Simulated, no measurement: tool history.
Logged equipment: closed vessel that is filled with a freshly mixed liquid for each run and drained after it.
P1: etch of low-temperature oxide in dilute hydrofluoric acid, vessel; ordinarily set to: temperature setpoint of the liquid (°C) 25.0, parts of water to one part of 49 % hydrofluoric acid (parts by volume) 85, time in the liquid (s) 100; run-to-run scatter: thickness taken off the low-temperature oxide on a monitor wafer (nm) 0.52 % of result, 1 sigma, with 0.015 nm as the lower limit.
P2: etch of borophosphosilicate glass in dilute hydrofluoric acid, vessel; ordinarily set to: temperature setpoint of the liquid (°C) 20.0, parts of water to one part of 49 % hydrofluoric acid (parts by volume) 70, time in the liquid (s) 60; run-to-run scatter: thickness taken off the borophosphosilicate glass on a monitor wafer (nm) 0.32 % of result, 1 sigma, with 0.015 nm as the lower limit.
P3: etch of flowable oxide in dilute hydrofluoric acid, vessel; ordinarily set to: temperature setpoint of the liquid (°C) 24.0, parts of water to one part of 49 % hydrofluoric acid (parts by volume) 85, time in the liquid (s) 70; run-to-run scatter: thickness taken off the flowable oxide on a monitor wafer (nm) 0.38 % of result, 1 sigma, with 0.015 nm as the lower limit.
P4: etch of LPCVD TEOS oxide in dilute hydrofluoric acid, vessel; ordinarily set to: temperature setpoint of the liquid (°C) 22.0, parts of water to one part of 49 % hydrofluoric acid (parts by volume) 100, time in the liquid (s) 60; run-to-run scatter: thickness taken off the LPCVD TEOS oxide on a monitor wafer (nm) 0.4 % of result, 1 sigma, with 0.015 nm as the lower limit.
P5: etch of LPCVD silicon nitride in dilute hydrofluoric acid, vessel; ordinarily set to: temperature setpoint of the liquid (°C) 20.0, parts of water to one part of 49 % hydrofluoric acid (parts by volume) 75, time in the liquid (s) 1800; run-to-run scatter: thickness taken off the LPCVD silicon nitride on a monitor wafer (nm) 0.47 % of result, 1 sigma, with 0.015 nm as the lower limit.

run	hour	process that ran	temperature setpoint of the liquid (°C)	parts of water to one part of 49 % hydrofluoric acid (parts by volume)	time in the liquid (s)	hours since the thermometer was replaced	hours since the hydrofluoric acid flow meter was replaced	thickness taken off the low-temperature oxide on a monitor wafer (nm)	thickness taken off the LPCVD TEOS oxide on a monitor wafer (nm)	thickness taken off the flowable oxide on a monitor wafer (nm)	thickness taken off the LPCVD silicon nitride on a monitor wafer (nm)	thickness taken off the borophosphosilicate glass on a monitor wafer (nm)
1	16.6	P1	25.0	85	100	563.3	334.7	19.8680				
2	30.8	P4	17.0	100	60	577.5	348.9		15.686			
3	43.1	P3	24.0	135	70	589.8	361.2			19.149		
4	58.5	P4	22.0	100	95	605.2	376.6		30.636			
5	74.1	P5	20.0	20	1800	620.8	392.2				30.2960	
6	88.3	P1	25.0	85	100	635.0	406.4	20.0150				
7	102.2	P2	27.5	70	60	648.9	420.3					64.285
8	116.5	P1	25.0	85	100	663.2	434.6	19.9700				
9	128.3	P1	32.5	85	100	675.0	446.4	26.6090				
10	139.7	P2	20.0	70	60	686.4	457.8					47.753
11	151.6	P1	25.0	85	145	698.3	469.7	29.1430				
12	163.8	P3	17.0	85	70	710.5	481.9			24.363		
13	176.9	P1	25.0	85	100	723.6	495.0	19.8990				
14	186.9	P1	19.5	85	100	733.6	505.0	15.8990				
15	202.9	P4	22.0	100	60	749.6	521.0		19.479			
16	216.1	P2	20.0	115	60	762.8	534.2					27.500
17	232.8	P4	22.0	160	60	779.5	550.9		11.244			
18	240.6	P4	22.0	100	60	787.3	558.7		19.205			
19	250.1	P1	25.0	85	100	796.8	568.2	19.7690				
20	257.6	P5	20.0	75	1800	804.3	575.7				8.4788	
21	266.1	P3	24.0	85	35	812.8	584.2			16.232		
22	277.0	P1	25.0	30	100	823.7	595.1	61.1950				
23	285.0	P5	17.0	75	1800	831.7	603.1				6.9000	
24	299.7	P1	25.0	85	100	846.4	617.8	19.9450				
25	313.6	P1	28.5	140	100	860.3	631.7	12.8730				
26	325.9	P1	25.0	85	40	872.6	644.0	8.0385				
27	335.6	P5	20.0	75	2705	882.3	653.7				12.7190	
28	351.9	P3	24.0	85	70	898.6	670.0			32.191		
29	363.5	P1	25.0	120	100	910.2	681.6	13.5210				
30	372.3	P2	20.0	70	90	919.0	690.4					71.518
31	383.8	P1	25.0	85	100	930.5	701.9	19.8870				
32	399.9	P1	25.0	85	100	946.6	718.0	19.5200				
33	409.4	P1	25.0	85	100	956.1	727.5	19.0200				
34	420.2	P1	25.0	85	100	966.9	738.3	18.6930				
35	433.9	P1	25.0	85	100	980.6	752.0	18.6470				
36	449.0	P1	25.0	85	100	995.7	767.1	18.4700				
37	460.7	P1	25.0	85	100	1007.4	778.8	18.3480				
38	477.4	P1	25.0	85	100	1024.1	795.5	18.2330				

Expected results for the next run?
39	488.6	P1	25.0	85	100	1035.3	806.7	?				

{"run 39": {"thickness taken off the low-temperature oxide on a monitor wafer (nm)": 18.335}}
